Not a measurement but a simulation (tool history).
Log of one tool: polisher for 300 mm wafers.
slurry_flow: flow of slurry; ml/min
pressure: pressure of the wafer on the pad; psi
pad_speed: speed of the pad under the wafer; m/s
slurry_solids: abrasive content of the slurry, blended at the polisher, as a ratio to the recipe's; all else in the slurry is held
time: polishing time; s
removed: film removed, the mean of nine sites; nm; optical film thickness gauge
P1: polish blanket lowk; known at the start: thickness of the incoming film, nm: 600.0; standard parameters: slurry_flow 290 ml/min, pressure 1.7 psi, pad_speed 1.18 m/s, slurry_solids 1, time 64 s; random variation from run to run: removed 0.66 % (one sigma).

run	hour	slurry_flow	pressure	pad_speed	slurry_solids	time	wafers polished on this pad	hours since the slurry nozzle was cleaned	hours since the head pressure was calibrated	hours since the slurry blender was calibrated	hours since the conditioning disc was replaced	removed
1	6.7	290	1.7	1.18	1	64	579	328.4	327.8	380.1	437.2	32.524
2	12.8	290	1.7	1.18	0.5	64	638	334.5	333.9	386.2	443.3	22.389
3	22.2	290	1.7	1.18	1	64	728	343.9	343.3	395.6	452.7	32.343
4	30.3	290	0.8	1.18	1	38	807	352	351.4	403.7	460.8	9.1117
5	34.9	435	1.7	1.18	1	64	851	356.6	356	408.3	465.4	33.076
6	39.9	290	1.7	1.18	1	64	899	361.6	361	413.3	470.4	32.674
7	45.3	290	1.7	1.18	1	84	951	367	366.4	418.7	475.8	42.167
8	49.9	290	1.7	1.18	1	64	996	371.6	371	423.3	480.4	32.466
9	56	290	1.7	0.82	1	64	1055	377.7	377.1	429.4	486.5	24.207
10	64.9	290	1.7	1.18	1	64	1140	386.6	386	438.3	495.4	32.643
11	73.3	290	1.7	1.18	1	29	1222	395	394.4	446.7	503.8	14.552
# hour 74.4: slurry blender recalibrated
12	81.2	185	1.7	1.18	1	64	1298	402.9	402.3	6.8	511.7	30.651
13	90.8	290	1.7	1.82	1	64	1390	412.5	411.9	16.4	521.3	45.876
14	97.5	290	0.8	1.18	1	64	1455	419.2	418.6	23.1	528	15.245
15	105.5	290	2.6	1.18	1	64	1532	427.2	426.6	31.1	536	49.421
16	113	205	1.7	1.66	1	64	1605	434.7	434.1	38.6	543.5	41.334
17	122.5	290	1.7	1.18	1.45	64	1696	444.2	443.6	48.1	553	37.324
18	129.9	290	1.7	1.18	1	64	1768	451.6	451	55.5	560.4	32.114
19	139.4	290	1.7	1.18	1	64	1859	461.1	460.5	65	569.9	30.127
20	148.3	290	1.7	1.18	1	64	1945	470	469.4	73.9	578.8	29.176
21	152.5	290	1.7	1.18	1	64	1986	474.2	473.6	78.1	583	28.809
# hour 156.6: head pressure recalibrated
22	160	290	1.7	1.18	1	64	2058	481.7	3.4	85.6	590.5	28.142
# hour 164: conditioning disc replaced and pad reconditioned
23	164.2	290	1.7	1.18	1	64	2099	485.9	7.6	89.8	0.2	28.323
24	169.4	290	1.7	1.18	1	64	2149	491.1	12.8	95	5.4	28.278
25	176.4	290	1.7	1.18	1	64	2216	498.1	19.8	102	12.4	28.431
26	181.9	290	1.7	1.18	1	64	2270	503.6	25.3	107.5	17.9	27.981

The log shows P1 creeping away from where it was. Any of the 2 causes listed here, at the size stated for it, fits the log just as well as the others:
A: removal rate lost through wear of the pad, % = 13.4
B: abrasive missing from the slurry, % = 25.4
The process output started creeping at around hour 129.9.
Each remaining cause and why it is not a fit:
slurry flow missing at the pad, %: capped at 40; at that size removed would change by -5.9 %, too little to explain the creep or opposite to it
head's pressure below its setpoint, %: serviced at hour 156.6, which brought nothing back
time polished since the conditioner stopped cutting, s: serviced at hour 164, which brought nothing back

Of the 4 check runs below, each run on 2 wafers with the results averaged and each result still a question mark, which one would tell the listed causes apart?
check 1	187.4	290	2.4	1.18	1	30						?
check 2	187.4	290	2.6	1.18	1	46						?
check 3	187.4	290	1.1	1.78	1	64						?
check 4	187.4	210	1.7	1.18	0.6	64						?

What every check run would give for each of its results, assuming each possible cause in turn:
check	result	if A	if B
check 1	removed	18.548	18.548
check 2	removed	30.811	30.81
check 3	removed	25.199	25.198
check 4	removed	20.769	20.02
Gap, in per cent, between the two causes that each check separates least, read from the result that separates them most: check 1 0 %; check 2 0 %; check 3 0 %; check 4 3.67 %
Check 4 tells the causes apart: in the others they would give nearly the same result.

The results of check 4 are: removed 20.795 nm. Based on these, which of the listed causes is it?

The correct cause is A, namely: removal rate lost through wear of the pad, %.

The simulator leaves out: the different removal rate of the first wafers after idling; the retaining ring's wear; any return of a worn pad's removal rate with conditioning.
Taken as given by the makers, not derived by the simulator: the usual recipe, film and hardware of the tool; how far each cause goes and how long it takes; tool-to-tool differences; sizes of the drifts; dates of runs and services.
